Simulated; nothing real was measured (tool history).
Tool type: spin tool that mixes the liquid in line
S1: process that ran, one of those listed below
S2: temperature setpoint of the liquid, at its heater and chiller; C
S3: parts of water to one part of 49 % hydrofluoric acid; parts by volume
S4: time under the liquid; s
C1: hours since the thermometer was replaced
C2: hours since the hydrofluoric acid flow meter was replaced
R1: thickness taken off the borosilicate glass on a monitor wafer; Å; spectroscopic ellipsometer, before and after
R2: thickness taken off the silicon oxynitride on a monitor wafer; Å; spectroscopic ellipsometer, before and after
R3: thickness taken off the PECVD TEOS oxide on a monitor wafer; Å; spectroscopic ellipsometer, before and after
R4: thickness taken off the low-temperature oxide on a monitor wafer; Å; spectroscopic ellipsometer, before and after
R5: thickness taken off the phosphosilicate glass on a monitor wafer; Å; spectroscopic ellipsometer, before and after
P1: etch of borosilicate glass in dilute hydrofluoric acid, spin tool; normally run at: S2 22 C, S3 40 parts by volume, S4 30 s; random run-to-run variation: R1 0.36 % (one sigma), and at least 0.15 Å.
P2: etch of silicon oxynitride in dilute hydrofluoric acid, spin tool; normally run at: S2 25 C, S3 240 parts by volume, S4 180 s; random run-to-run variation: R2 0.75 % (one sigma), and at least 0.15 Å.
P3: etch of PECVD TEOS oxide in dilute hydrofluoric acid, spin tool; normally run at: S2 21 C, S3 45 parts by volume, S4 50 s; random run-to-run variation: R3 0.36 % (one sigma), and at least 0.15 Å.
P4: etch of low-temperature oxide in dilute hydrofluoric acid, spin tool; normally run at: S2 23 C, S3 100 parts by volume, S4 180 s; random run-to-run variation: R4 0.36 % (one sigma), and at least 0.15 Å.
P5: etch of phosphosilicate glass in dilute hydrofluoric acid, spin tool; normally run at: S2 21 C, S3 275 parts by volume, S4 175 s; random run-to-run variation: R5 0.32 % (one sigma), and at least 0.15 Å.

run,hour,S1,S2,S3,S4,C1,C2,R1,R2,R3,R4,R5
1,14.7,P1,22,40,30,1893.7,511.2,220.1,,,,
2,25.2,P1,22,40,30,1904.2,521.7,219.26,,,,
3,35.1,P1,22,40,15,1914.1,531.6,109.61,,,,
4,46.1,P1,22,40,30,1925.1,542.6,218.8,,,,
5,53.7,P1,22,40,60,1932.7,550.2,440.79,,,,
6,65.9,P1,30,20,30,1944.9,562.4,631.17,,,,
7,75.4,P1,22,40,30,1954.4,571.9,219.55,,,,
8,83.7,P2,25,240,20,1962.7,580.2,,3.7228,,,
9,99.9,P3,21,45,50,1978.9,596.4,,,250.37,,
10,111.6,P3,21,45,50,1990.6,608.1,,,251.9,,
11,120.9,P1,22,40,30,1999.9,617.4,219.57,,,,
12,130.4,P4,23,100,45,2009.4,626.9,,,,124.49,
13,144.2,P3,21,20,50,2023.2,640.7,,,584.5,,
14,152.6,P2,25,240,180,2031.6,649.1,,34.457,,,
15,164.7,P3,29.5,45,50,2043.7,661.2,,,358.24,,
16,179.1,P1,22,20,15,2058.1,675.6,224.05,,,,
17,189.4,P1,17,40,30,2068.4,685.9,177.28,,,,
18,204,P1,22,75,30,2083,700.5,111.75,,,,
# hour 208.9: hydrofluoric acid flow meter replaced
19,214.4,P5,21,480,175,2093.4,5.6,,,,,232.81
20,228.4,P4,28,100,180,2107.4,19.6,,,,605.71,
21,241.7,P1,28.5,40,30,2120.7,32.9,287.65,,,,
22,249.9,P1,22,40,30,2128.9,41.1,219.72,,,,

Estimate the outcome of run 23 from the log above:
23,264.9,P1,22,20,30,2143.9,56.1,?,,,,

Run 23 came out at R1 450.44 Å.
